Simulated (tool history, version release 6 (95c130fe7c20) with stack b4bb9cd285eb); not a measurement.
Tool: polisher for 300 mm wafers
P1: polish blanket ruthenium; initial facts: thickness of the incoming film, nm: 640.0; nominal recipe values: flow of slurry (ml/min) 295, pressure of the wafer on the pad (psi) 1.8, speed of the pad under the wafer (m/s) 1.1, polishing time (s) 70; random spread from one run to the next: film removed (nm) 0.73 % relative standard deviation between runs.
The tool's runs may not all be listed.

run   hour  flow of slurry (ml/min)  pressure of the wafer on the pad (psi)  speed of the pad under the wafer (m/s)  polishing time (s)  wafers polished on this pad  hours since the slurry nozzle was cleaned  hours since the head pressure was calibrated  film removed (nm)
  1   14.6                      295                                     1.8                                     1.1                  70                          658                                      645.7                                         678.6             69.238
  2   28.4                      295                                     1.8                                     1.6                  70                          833                                      659.5                                         692.4             103.27
  3   42.7                      295                                     1.8                                    0.64                  70                         1013                                      673.8                                         706.7             40.756
  4   59.2                      295                                     1.8                                     1.1                  70                         1222                                      690.3                                         723.2             70.192
  5   75.9                      295                                     1.8                                     1.1                  88                         1433                                        707                                         739.9             87.425
  6   84.9                      295                                     1.8                                     1.1                  38                         1547                                        716                                         748.9             38.589
  7   94.2                      430                                     1.8                                     1.1                  70                         1664                                      725.3                                         758.2              71.92
  8  102.4                      295                                     1.8                                     0.7                  90                         1768                                      733.5                                         766.4             57.075
  9  119.8                      295                                     1.8                                     1.1                  70                         1988                                      750.9                                         783.8             69.602
 10    137                      175                                     1.8                                     1.1                  70                         2205                                      768.1                                           801              66.88
 11  146.9                      295                                     0.8                                     1.1                  70                         2330                                        778                                         810.9             31.273
 12  159.8                      420                                     1.8                                     1.4                  70                         2493                                      790.9                                         823.8             91.336
 13  168.4                      295                                     1.8                                     1.1                  70                         2602                                      799.5                                         832.4             69.956
 14  184.9                      295                                     1.8                                     1.1                  70                         2810                                        816                                         848.9             70.678
 15  198.7                      295                                     2.8                                     1.1                  70                         2984                                      829.8                                         862.7             109.81
 16  209.6                      295                                     1.8                                     1.1                  70                         3122                                      840.7                                         873.6             69.571
 17  220.2                      295                                     1.8                                     1.1                  70                         3256                                      851.3                                         884.2             68.636
 18  233.2                      295                                     1.8                                     1.1                  70                         3420                                      864.3                                         897.2             68.921
 19  242.4                      295                                     1.8                                     1.1                  70                         3537                                      873.5                                         906.4             67.601
     257.6  -- worn pad replaced by a new one
 20  258.5                      295                                     1.8                                     1.1                  70                           11                                      889.6                                         922.5             67.364
 21    269                      295                                     1.8                                     1.1                  70                          144                                      900.1                                           933             67.474
 22  282.9                      295                                     1.8                                     1.1                  70                          319                                        914                                         946.9             66.883
 23  295.9                      295                                     1.8                                     1.1                  70                          484                                        927                                         959.9             66.865
 24  303.7                      295                                     1.8                                     1.1                  70                          582                                      934.8                                         967.7             67.474
 25  316.7                      295                                     1.8                                     1.1                  70                          746                                      947.8                                         980.7             66.312
 26  325.1                      295                                     1.8                                     1.1                  70                          853                                      956.2                                         989.1             66.476
 27  336.6                      295                                     1.8                                     1.1                  70                          998                                      967.7                                        1000.6             67.598

Something has made what P1 gives creep away from where it was; the 2 causes below, each at its own stated size, fit the log equally well:
A: slurry flow missing at the pad, % = 36.3
B: head's pressure below its setpoint, % = 5.04
Creep in the process output first set in at about hour 209.6.
Ruled out, with reasons:
removal rate lost through wear of the pad, %: work on it at hour 257.6, done after the drift set in, did not restore what the process gave before

Each of the check runs listed below is run on 3 wafers and reports their average, with the results left as question marks. Pick the one under which the possible causes would lead to clearly different results.
check 1  348.1                      295                                     1.8                                    1.34                  70                                                                                                                                        ?
check 2  348.1                      295                                     1.8                                    1.48                  70                                                                                                                                        ?
check 3  348.1                      175                                     1.8                                     1.1                  70                                                                                                                                        ?
check 4  348.1                      295                                     2.3                                    1.36                  70                                                                                                                                        ?

What each check would give under each cause:
  check             result    if A    if B
check 1  film removed (nm)  80.967  80.973
check 2  film removed (nm)  89.426  89.433
check 3  film removed (nm)  60.461  62.464
check 4  film removed (nm)     105  105.01
Gap, in per cent, between the two causes that each check separates least, read from the result that separates them most: check 1 0.01 %; check 2 0.01 %; check 3 3.26 %; check 4 0.01 %
The causes can be told apart only by check 3. The other checks would give nearly the same results under each of them.

Check 3 has now been run. It gave: film removed (nm) 60.463. Which of the candidate causes is it?

Of the candidate causes, it is A: slurry flow missing at the pad, %.

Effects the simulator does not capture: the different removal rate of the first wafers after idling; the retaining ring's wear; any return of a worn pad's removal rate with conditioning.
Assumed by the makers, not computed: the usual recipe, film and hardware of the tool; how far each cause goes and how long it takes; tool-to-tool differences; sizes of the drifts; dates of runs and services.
